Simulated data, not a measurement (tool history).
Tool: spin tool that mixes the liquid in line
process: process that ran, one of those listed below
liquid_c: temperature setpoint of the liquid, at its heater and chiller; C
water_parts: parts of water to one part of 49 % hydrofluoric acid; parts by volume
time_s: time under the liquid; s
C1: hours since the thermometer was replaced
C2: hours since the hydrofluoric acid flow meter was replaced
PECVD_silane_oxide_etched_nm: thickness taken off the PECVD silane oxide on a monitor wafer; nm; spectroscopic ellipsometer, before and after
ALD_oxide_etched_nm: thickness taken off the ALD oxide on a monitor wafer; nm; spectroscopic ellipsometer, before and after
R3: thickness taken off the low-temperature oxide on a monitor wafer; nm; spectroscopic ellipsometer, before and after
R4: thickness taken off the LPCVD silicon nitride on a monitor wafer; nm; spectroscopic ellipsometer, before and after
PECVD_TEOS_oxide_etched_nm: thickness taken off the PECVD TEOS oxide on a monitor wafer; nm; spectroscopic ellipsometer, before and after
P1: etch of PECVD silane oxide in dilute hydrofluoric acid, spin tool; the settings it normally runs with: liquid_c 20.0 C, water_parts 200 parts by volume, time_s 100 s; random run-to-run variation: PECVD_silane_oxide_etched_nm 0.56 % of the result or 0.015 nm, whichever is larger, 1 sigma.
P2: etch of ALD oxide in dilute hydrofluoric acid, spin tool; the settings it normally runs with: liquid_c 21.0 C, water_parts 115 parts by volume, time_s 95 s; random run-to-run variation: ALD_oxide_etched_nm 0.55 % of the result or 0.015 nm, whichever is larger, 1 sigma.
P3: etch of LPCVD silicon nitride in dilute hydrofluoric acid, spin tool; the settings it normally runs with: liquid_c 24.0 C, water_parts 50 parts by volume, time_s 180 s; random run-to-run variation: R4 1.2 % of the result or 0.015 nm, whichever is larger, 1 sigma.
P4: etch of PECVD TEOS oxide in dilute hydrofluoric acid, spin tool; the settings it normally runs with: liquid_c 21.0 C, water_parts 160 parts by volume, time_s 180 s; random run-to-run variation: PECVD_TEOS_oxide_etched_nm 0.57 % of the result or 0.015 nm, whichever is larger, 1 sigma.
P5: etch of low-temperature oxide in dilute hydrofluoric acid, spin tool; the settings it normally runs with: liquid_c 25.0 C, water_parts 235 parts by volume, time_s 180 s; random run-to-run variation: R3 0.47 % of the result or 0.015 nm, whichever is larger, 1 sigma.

Run 1, day 0.354: process P1, liquid_c 20.0 C, water_parts 200 parts by volume, time_s 100 s; C1 191.0; C2 882.7. Result: PECVD_silane_oxide_etched_nm 6.1961 nm.
Run 2, day 0.596: process P1, liquid_c 20.0 C, water_parts 200 parts by volume, time_s 100 s; C1 196.8; C2 888.5. Result: PECVD_silane_oxide_etched_nm 6.2641 nm.
Run 3, day 0.888: process P2, liquid_c 21.0 C, water_parts 115 parts by volume, time_s 175 s; C1 203.8; C2 895.5. Result: ALD_oxide_etched_nm 16.1090 nm.
Run 4, day 1.258: process P1, liquid_c 20.0 C, water_parts 200 parts by volume, time_s 100 s; C1 212.7; C2 904.4. Result: PECVD_silane_oxide_etched_nm 6.2476 nm.
Run 5, day 1.550: process P5, liquid_c 25.0 C, water_parts 235 parts by volume, time_s 180 s; C1 219.7; C2 911.4. Result: R3 7.1651 nm.
Run 6, day 1.875: process P5, liquid_c 25.0 C, water_parts 235 parts by volume, time_s 180 s; C1 227.5; C2 919.2. Result: R3 7.2547 nm.
Run 7, day 2.271: process P3, liquid_c 24.0 C, water_parts 50 parts by volume, time_s 180 s; C1 237.0; C2 928.7. Result: R4 1.83920 nm.
Run 8, day 2.558: process P1, liquid_c 26.5 C, water_parts 200 parts by volume, time_s 100 s; C1 243.9; C2 935.6. Result: PECVD_silane_oxide_etched_nm 7.9690 nm.
Run 9, day 2.812: process P4, liquid_c 17.0 C, water_parts 160 parts by volume, time_s 180 s; C1 250.0; C2 941.7. Result: PECVD_TEOS_oxide_etched_nm 11.7490 nm.
Run 10, day 3.204: process P1, liquid_c 20.0 C, water_parts 200 parts by volume, time_s 100 s; C1 259.4; C2 951.1. Result: PECVD_silane_oxide_etched_nm 6.2890 nm.
Run 11, day 3.596: process P4, liquid_c 21.0 C, water_parts 160 parts by volume, time_s 15 s; C1 268.8; C2 960.5. Result: PECVD_TEOS_oxide_etched_nm 1.1662 nm.
Run 12, day 3.879: process P1, liquid_c 20.0 C, water_parts 200 parts by volume, time_s 100 s; C1 275.6; C2 967.3. Result: PECVD_silane_oxide_etched_nm 6.2169 nm.
Run 13, day 4.158: process P2, liquid_c 21.0 C, water_parts 115 parts by volume, time_s 95 s; C1 282.3; C2 974.0. Result: ALD_oxide_etched_nm 8.7396 nm.
Run 14, day 4.379: process P2, liquid_c 21.0 C, water_parts 190 parts by volume, time_s 95 s; C1 287.6; C2 979.3. Result: ALD_oxide_etched_nm 4.8033 nm.
Run 15, day 4.588: process P1, liquid_c 20.0 C, water_parts 350 parts by volume, time_s 175 s; C1 292.6; C2 984.3. Result: PECVD_silane_oxide_etched_nm 5.4034 nm.
Run 16, day 4.767: process P3, liquid_c 24.0 C, water_parts 50 parts by volume, time_s 15 s; C1 296.9; C2 988.6. Result: R4 0.19148 nm.
Run 17, day 5.075: process P1, liquid_c 20.0 C, water_parts 200 parts by volume, time_s 165 s; C1 304.3; C2 996.0. Result: PECVD_silane_oxide_etched_nm 10.4250 nm.
Run 18, day 5.367: process P1, liquid_c 20.0 C, water_parts 200 parts by volume, time_s 20 s; C1 311.3; C2 1003.0. Result: PECVD_silane_oxide_etched_nm 1.2350 nm.
Run 19, day 5.546: process P1, liquid_c 20.0 C, water_parts 365 parts by volume, time_s 100 s; C1 315.6; C2 1007.3. Result: PECVD_silane_oxide_etched_nm 2.9319 nm.
Run 20, day 5.767: process P4, liquid_c 21.0 C, water_parts 160 parts by volume, time_s 180 s; C1 320.9; C2 1012.6. Result: PECVD_TEOS_oxide_etched_nm 13.7770 nm.
Run 21, day 6.008: process P4, liquid_c 21.0 C, water_parts 270 parts by volume, time_s 180 s; C1 326.7; C2 1018.4. Result: PECVD_TEOS_oxide_etched_nm 7.3315 nm.
Run 22, day 6.288: process P1, liquid_c 23.5 C, water_parts 200 parts by volume, time_s 20 s; C1 333.4; C2 1025.1. Result: PECVD_silane_oxide_etched_nm 1.4192 nm.
Run 23, day 6.562: process P5, liquid_c 25.0 C, water_parts 130 parts by volume, time_s 180 s; C1 340.0; C2 1031.7. Result: R3 14.6330 nm.
Run 24, day 6.896: process P2, liquid_c 26.5 C, water_parts 115 parts by volume, time_s 95 s; C1 348.0; C2 1039.7. Result: ALD_oxide_etched_nm 10.7850 nm.
Run 25, day 7.208: process P1, liquid_c 20.0 C, water_parts 200 parts by volume, time_s 100 s; C1 355.5; C2 1047.2. Result: PECVD_silane_oxide_etched_nm 6.2454 nm.
Run 26, day 7.521: process P4, liquid_c 21.0 C, water_parts 160 parts by volume, time_s 180 s; C1 363.0; C2 1054.7. Result: PECVD_TEOS_oxide_etched_nm 13.7460 nm.
Run 27, day 7.754: process P5, liquid_c 20.0 C, water_parts 235 parts by volume, time_s 180 s; C1 368.6; C2 1060.3. Result: R3 6.0354 nm.
Run 28, day 7.992: process P1, liquid_c 17.0 C, water_parts 200 parts by volume, time_s 100 s; C1 374.3; C2 1066.0. Result: PECVD_silane_oxide_etched_nm 5.5296 nm.
Run 29, day 8.208: process P3, liquid_c 17.0 C, water_parts 50 parts by volume, time_s 180 s; C1 379.5; C2 1071.2. Result: R4 1.12970 nm.
Run 30, day 8.388: process P3, liquid_c 24.0 C, water_parts 20 parts by volume, time_s 180 s; C1 383.8; C2 1075.5. Result: R4 4.47970 nm.
Run 31, day 8.592: process P1, liquid_c 20.0 C, water_parts 95 parts by volume, time_s 100 s; C1 388.7; C2 1080.4. Result: PECVD_silane_oxide_etched_nm 14.6610 nm.
Run 32, day 8.833: process P5, liquid_c 25.0 C, water_parts 235 parts by volume, time_s 335 s; C1 394.5; C2 1086.2. Result: R3 13.3160 nm.
Run 33, day 9.058: process P1, liquid_c 20.0 C, water_parts 200 parts by volume, time_s 100 s; C1 399.9; C2 1091.6. Result: PECVD_silane_oxide_etched_nm 6.2132 nm.

Run 34 is up next; what results do you expect?
Run 34, day 9.354: process P1, liquid_c 20.0 C, water_parts 200 parts by volume, time_s 100 s; C1 407.0; C2 1098.7. Result: PECVD_silane_oxide_etched_nm ?.

Run 34 gave PECVD_silane_oxide_etched_nm 5.9847 nm.

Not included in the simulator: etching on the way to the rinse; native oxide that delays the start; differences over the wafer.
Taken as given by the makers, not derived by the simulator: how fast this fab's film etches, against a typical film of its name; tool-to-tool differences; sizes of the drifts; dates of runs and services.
